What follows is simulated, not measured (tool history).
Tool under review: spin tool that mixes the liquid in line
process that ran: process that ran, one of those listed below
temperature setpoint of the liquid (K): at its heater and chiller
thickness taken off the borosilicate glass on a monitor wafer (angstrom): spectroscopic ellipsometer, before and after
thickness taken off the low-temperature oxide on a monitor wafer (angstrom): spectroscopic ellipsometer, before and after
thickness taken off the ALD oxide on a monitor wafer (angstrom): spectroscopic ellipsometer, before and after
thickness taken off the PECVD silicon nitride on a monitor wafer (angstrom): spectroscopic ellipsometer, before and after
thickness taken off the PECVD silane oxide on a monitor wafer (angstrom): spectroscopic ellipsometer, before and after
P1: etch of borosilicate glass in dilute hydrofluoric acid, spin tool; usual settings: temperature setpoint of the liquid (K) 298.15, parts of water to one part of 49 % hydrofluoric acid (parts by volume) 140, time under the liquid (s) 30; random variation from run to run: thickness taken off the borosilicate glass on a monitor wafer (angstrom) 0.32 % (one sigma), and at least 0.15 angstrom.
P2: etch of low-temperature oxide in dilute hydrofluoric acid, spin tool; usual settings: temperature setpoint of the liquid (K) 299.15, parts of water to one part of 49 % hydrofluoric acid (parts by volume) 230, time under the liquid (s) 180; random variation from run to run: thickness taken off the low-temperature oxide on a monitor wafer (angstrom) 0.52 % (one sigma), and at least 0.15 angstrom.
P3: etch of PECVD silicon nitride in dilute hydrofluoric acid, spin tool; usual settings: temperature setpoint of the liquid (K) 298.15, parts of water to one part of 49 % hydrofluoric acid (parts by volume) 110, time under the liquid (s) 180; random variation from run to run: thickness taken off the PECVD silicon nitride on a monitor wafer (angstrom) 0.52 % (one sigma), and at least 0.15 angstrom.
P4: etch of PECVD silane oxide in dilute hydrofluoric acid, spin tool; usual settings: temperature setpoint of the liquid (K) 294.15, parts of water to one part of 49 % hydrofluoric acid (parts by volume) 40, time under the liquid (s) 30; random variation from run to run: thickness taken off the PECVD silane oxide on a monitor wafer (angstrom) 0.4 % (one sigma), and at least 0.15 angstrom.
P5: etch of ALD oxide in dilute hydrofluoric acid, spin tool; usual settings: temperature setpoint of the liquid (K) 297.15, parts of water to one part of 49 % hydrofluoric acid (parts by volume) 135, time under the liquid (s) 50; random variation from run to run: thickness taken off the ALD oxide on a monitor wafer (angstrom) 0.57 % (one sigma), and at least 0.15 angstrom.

run	hour	process that ran	temperature setpoint of the liquid (K)	parts of water to one part of 49 % hydrofluoric acid (parts by volume)	time under the liquid (s)	thickness taken off the borosilicate glass on a monitor wafer (angstrom)	thickness taken off the low-temperature oxide on a monitor wafer (angstrom)	thickness taken off the ALD oxide on a monitor wafer (angstrom)	thickness taken off the PECVD silicon nitride on a monitor wafer (angstrom)	thickness taken off the PECVD silane oxide on a monitor wafer (angstrom)
1	8	P1	298.15	140	30	101.32				
2	18	P2	299.15	230	180		139.35			
3	28.5	P5	297.15	135	75			103.2		
4	34.6	P1	298.15	140	30	101.53				
5	44.2	P1	306.15	140	30	137.11				
6	49.8	P3	304.65	110	180				89.474	
7	60.4	P2	299.15	230	180		139.29			
8	67.7	P3	298.15	110	180				59.337	
9	78.2	P1	298.15	45	30	358.43				
10	89.1	P1	298.15	190	30	70.925				
11	96.2	P5	297.15	135	50			68.762		
12	105.7	P2	292.15	230	180		107.93			
13	116.7	P4	294.15	40	30					274.53
14	125.9	P4	301.65	40	30					369.96
15	136.4	P1	291.15	140	30	77.091				
16	146	P1	305.15	240	30	67.611				
17	154.1	P1	290.15	140	15	36.976				
18	164.3	P5	290.15	135	50			52.25		
19	171	P3	298.15	180	180				36.482	
20	179.5	P1	298.15	140	15	51.453				
21	190.7	P3	298.15	110	15				4.9543	
22	197.6	P1	298.15	140	30	101.73				
23	207.5	P1	298.15	195	15	34.062				
24	213	P4	294.15	40	50					453.86
25	223.1	P1	298.15	140	30	102.02				

What will run 26 give?
26	229.7	P4	294.15	70	30					?

{"run 26": {"thickness taken off the PECVD silane oxide on a monitor wafer (angstrom)": 151.11}}
